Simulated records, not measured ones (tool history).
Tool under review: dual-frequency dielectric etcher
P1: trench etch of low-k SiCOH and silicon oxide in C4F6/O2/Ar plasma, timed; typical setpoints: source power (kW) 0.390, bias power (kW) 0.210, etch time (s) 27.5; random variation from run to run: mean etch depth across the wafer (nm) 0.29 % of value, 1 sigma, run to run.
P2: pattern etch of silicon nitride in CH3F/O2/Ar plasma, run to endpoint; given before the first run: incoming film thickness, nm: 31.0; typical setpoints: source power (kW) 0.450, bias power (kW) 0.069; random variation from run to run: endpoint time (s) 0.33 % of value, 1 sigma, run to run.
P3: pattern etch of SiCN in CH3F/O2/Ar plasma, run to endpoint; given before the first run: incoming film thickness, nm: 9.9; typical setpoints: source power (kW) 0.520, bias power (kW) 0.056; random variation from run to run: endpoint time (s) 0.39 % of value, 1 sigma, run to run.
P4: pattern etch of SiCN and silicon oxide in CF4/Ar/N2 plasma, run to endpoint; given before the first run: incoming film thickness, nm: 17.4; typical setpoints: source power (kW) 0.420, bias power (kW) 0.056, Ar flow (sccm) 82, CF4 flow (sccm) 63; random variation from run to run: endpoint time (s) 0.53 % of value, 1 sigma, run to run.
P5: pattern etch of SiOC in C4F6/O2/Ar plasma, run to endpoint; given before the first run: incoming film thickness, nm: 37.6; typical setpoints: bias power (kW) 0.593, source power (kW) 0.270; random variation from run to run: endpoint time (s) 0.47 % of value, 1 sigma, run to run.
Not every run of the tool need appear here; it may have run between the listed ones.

run   hour  process that ran  source power (kW)  bias power (kW)  etch time (s)  Ar flow (sccm)  CF4 flow (sccm)  mean etch depth across the wafer (nm)  endpoint time (s)
  1   11.5                P1              0.390            0.210           27.5                                                                  90.088
  2   22.8                P4              0.420            0.056                             82               63                                                    22.908
  3   32.2                P1              0.480            0.162           27.5                                                                  90.254
  4   48.4                P3              0.710            0.056                                                                                                    22.522
      61.5  -- source power generator calibrated
  5   64.4                P5              0.200            0.593                                                                                                    15.035
  6   76.7                P5              0.270            0.593                                                                                                    13.474
  7   92.3                P1              0.390            0.210           27.5                                                                  89.583
  8  109.1                P4              0.420            0.073                             82               63                                                    21.042
  9  119.5                P1              0.390            0.210           27.5                                                                  90.413
 10  133.0                P4              0.420            0.056                             82               87                                                    21.741
 11  140.8                P3              0.520            0.056                                                                                                    25.323
 12  148.2                P1              0.280            0.210           27.5                                                                  79.376
 13  162.1                P1              0.390            0.210           27.5                                                                  90.110
 14  176.8                P1              0.390            0.210           38.5                                                                 126.220
 15  187.6                P2              0.450            0.093                                                                                                    38.278
 16  202.2                P4              0.420            0.056                             82               63                                                    22.979
 17  215.1                P1              0.390            0.155           27.5                                                                  81.814
 18  226.6                P1              0.390            0.210           15.0                                                                  48.976
 19  234.5                P5              0.270            0.826                                                                                                    11.874
 20  245.8                P1              0.500            0.210           27.5                                                                  98.702
 21  256.3                P1              0.390            0.210           27.5                                                                  90.505
 22  266.7                P4              0.560            0.056                             82               63                                                    17.785
 23  276.5                P3              0.520            0.033                                                                                                    29.635
 24  291.3                P4              0.420            0.056                             51               63                                                    21.381
 25  302.2                P2              0.450            0.069                                                                                                    42.689
 26  315.3                P1              0.390            0.274           27.5                                                                  99.113
 27  331.7                P1              0.390            0.136           16.5                                                                  47.364
 28  339.4                P2              0.270            0.069                                                                                                    51.354
 29  353.9                P1              0.390            0.210           27.5                                                                  90.556
 30  361.7                P1              0.390            0.210           27.5                                                                  90.304
 31  374.6                P1              0.390            0.210           27.5                                                                  89.515
 32  382.7                P1              0.390            0.210           27.5                                                                  88.799
 33  392.4                P1              0.390            0.210           27.5                                                                  89.064
     403.9  -- wet clean of the chamber
 34  406.2                P1              0.390            0.210           27.5                                                                  88.923
 35  414.7                P1              0.390            0.210           27.5                                                                  89.202
 36  427.1                P1              0.390            0.210           27.5                                                                  88.751
 37  434.5                P1              0.390            0.210           27.5                                                                  88.747

Compared with where it was, what P1 gives has crept away. Each cause listed below fits the log as well as the rest, at the size given for it:
A: bias power that arrives under what is set, % = 4.85
B: source power that arrives under what is set, % = 4.11
Creep in the process output first set in at about hour 361.7.
Other possible causes, and why each is ruled out:
chamber walls in a state that lowers the etch rate, %: serviced after onset, at hour 403.9, with no recovery of the prior output

Of the 4 check runs below, each run on 3 wafers with the results averaged and each result still a question mark, which one would tell the listed causes apart?
check 1  441.9                P5              0.270            0.799                                                                                                         ?
check 2  441.9                P3              0.690            0.056                                                                                                         ?
check 3  441.9                P2              0.380            0.085                                                                                                         ?
check 4  441.9                P4              0.420            0.056                             54               84                                                         ?

Check results expected under each cause:
  check             result    if A    if B
check 1  endpoint time (s)  12.149  12.090
check 2  endpoint time (s)  23.020  23.035
check 3  endpoint time (s)  42.964  42.882
check 4  endpoint time (s)  21.064  21.568
Per-check spread between the two closest causes, in the result where they differ most: check 1 0.49 %; check 2 0.06 %; check 3 0.19 %; check 4 2.36 %
Check 4 is the one run that separates the causes; every other check would come out nearly the same whichever cause is at work.

Then check 4 was run and gave: endpoint time (s) 21.626. Which cause is it?

It was cause B: source power that arrives under what is set, %.
